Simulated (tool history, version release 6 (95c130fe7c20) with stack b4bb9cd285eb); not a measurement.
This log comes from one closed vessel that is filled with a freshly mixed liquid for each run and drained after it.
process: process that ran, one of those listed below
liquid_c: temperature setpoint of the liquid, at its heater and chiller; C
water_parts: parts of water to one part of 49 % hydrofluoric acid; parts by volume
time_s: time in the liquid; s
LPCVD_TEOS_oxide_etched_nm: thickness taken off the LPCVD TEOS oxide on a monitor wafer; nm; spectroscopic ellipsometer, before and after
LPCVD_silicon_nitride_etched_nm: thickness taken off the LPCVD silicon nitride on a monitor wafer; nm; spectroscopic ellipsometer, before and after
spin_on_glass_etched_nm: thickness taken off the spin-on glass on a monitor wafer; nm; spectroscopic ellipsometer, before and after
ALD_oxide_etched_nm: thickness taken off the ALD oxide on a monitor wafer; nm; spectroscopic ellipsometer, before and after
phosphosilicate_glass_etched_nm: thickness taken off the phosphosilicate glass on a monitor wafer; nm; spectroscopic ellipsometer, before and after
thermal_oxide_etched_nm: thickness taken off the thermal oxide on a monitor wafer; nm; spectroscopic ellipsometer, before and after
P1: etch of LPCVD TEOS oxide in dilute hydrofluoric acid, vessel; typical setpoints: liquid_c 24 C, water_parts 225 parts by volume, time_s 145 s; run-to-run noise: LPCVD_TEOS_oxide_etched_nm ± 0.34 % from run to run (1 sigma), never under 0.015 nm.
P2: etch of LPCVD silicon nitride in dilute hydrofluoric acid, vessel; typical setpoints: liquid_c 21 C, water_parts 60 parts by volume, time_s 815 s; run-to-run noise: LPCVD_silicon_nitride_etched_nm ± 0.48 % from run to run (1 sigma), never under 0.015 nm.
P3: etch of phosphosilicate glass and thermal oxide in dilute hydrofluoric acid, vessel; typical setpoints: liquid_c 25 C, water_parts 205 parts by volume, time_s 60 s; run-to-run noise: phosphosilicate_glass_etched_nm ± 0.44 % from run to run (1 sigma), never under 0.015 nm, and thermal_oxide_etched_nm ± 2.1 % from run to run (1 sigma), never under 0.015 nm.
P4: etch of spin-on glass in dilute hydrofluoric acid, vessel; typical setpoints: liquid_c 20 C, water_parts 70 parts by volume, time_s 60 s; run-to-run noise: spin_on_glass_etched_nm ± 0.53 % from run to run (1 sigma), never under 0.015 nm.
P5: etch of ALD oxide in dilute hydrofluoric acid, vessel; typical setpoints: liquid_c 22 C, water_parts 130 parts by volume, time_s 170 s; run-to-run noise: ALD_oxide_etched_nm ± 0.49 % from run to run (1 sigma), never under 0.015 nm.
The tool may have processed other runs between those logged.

run,day,process,liquid_c,water_parts,time_s,hours since the thermometer was replaced,hours since the hydrofluoric acid flow meter was replaced,LPCVD_TEOS_oxide_etched_nm,LPCVD_silicon_nitride_etched_nm,spin_on_glass_etched_nm,ALD_oxide_etched_nm,phosphosilicate_glass_etched_nm,thermal_oxide_etched_nm
1,0.171,P1,24,225,145,1282.8,640,19.057,,,,,
2,0.317,P2,21,60,365,1286.3,643.5,,2.3398,,,,
3,0.412,P1,17,225,145,1288.6,645.8,14.732,,,,,
4,0.496,P1,24,225,145,1290.6,647.8,19.13,,,,,
5,0.671,P1,24,375,145,1294.8,652,9.9554,,,,,
6,0.842,P1,24,225,145,1298.9,656.1,19.137,,,,,
7,1.033,P4,27.5,70,60,1303.5,660.7,,,37.977,,,
8,1.138,P4,20,70,120,1306,663.2,,,55.656,,,
9,1.3,P4,20,70,60,1309.9,667.1,,,27.891,,,
# day 1.417: hydrofluoric acid flow meter replaced
10,1.446,P2,21,105,815,1313.4,0.8,,3.0251,,,,
11,1.575,P5,22,210,170,1316.5,3.9,,,,13.098,,
12,1.667,P4,20,125,60,1318.7,6.1,,,14.629,,,
13,1.8,P2,21,60,815,1321.9,9.3,,5.1743,,,,
14,1.888,P3,25,205,110,1324,11.4,,,,,67.533,2.3014
15,2.038,P1,24,225,145,1327.6,15,19.168,,,,,
16,2.15,P4,20,70,60,1330.3,17.7,,,27.839,,,
17,2.229,P5,22,130,170,1332.2,19.6,,,,23.19,,
18,2.392,P5,26,130,170,1336.1,23.5,,,,26.838,,
19,2.512,P5,22,130,280,1339,26.4,,,,38.266,,
20,2.675,P1,24,225,210,1342.9,30.3,27.673,,,,,
21,2.804,P1,24,60,145,1346,33.4,86.865,,,,,
22,2.962,P1,28.5,105,145,1349.8,37.2,55.7,,,,,
23,3.125,P3,19,205,60,1353.7,41.1,,,,,29.201,1.0034
24,3.221,P3,25,205,60,1356,43.4,,,,,36.868,1.2733
25,3.325,P1,24,225,145,1358.5,45.9,18.96,,,,,
26,3.488,P1,24,225,145,1362.4,49.8,19.156,,,,,
27,3.667,P1,28.5,225,145,1366.7,54.1,22.549,,,,,
28,3.833,P3,25,40,60,1370.7,58.1,,,,,230.61,7.6136
29,3.979,P1,24,225,75,1374.2,61.6,9.954,,,,,
30,4.121,P2,28.5,60,815,1377.6,65,,8.5922,,,,
31,4.204,P3,25,205,60,1379.6,67,,,,,36.864,1.2289
32,4.362,P1,24,225,145,1383.4,70.8,19.133,,,,,
33,4.517,P1,24,225,145,1387.1,74.5,19.764,,,,,
34,4.679,P1,24,225,145,1391,78.4,20.157,,,,,
35,4.779,P1,24,225,145,1393.4,80.8,20.332,,,,,
36,4.871,P1,24,225,145,1395.6,83,20.485,,,,,
37,4.988,P1,24,225,145,1398.4,85.8,20.607,,,,,
38,5.117,P1,24,225,145,1401.5,88.9,20.655,,,,,
39,5.292,P1,24,225,145,1405.7,93.1,20.541,,,,,
40,5.379,P1,24,225,145,1407.8,95.2,20.812,,,,,
41,5.462,P1,24,225,145,1409.8,97.2,20.681,,,,,
42,5.646,P1,24,225,145,1414.2,101.6,20.736,,,,,
43,5.742,P1,24,225,145,1416.5,103.9,20.782,,,,,

What P1 gives has crept off from where it sat before. The 2 causes that follow fit the log equally well, each at the size noted:
A: hydrofluoric acid flow above the setpoint (%) = 7.02
B: liquid hotter than its thermometer reads (K) = 2.33
The process output started creeping at around day 4.362.

Question marks stand in for the results of the 4 check runs listed below, each run on one wafer. Under which run would the listed causes show clearly different results?
check 1,5.838,P4,27.5,125,60,,,,,?,,,
check 2,5.838,P5,22,195,170,,,,,,?,,
check 3,5.838,P2,26,80,815,,,,?,,,,
check 4,5.838,P3,25,130,60,,,,,,,?,?

How each check would come out, cause by cause:
check,result,if A,if B
check 1,spin_on_glass_etched_nm,21.287,21.462
check 2,ALD_oxide_etched_nm,15.6,15.694
check 3,LPCVD_silicon_nitride_etched_nm,5.8982,6.4147
check 4,phosphosilicate_glass_etched_nm,68.169,68.872
check 4,thermal_oxide_etched_nm,2.3269,2.3509
Smallest distance between any two causes, each pair judged by its most separating result, in per cent: check 1 0.82 %; check 2 0.6 %; check 3 8.39 %; check 4 1.03 %
Only in check 3 would the causes give clearly different results; in the remaining checks their results would be nearly the same.

Then check 3 was run and gave: LPCVD_silicon_nitride_etched_nm 5.8912 nm. Which cause is it?

A is the cause: hydrofluoric acid flow above the setpoint (%).
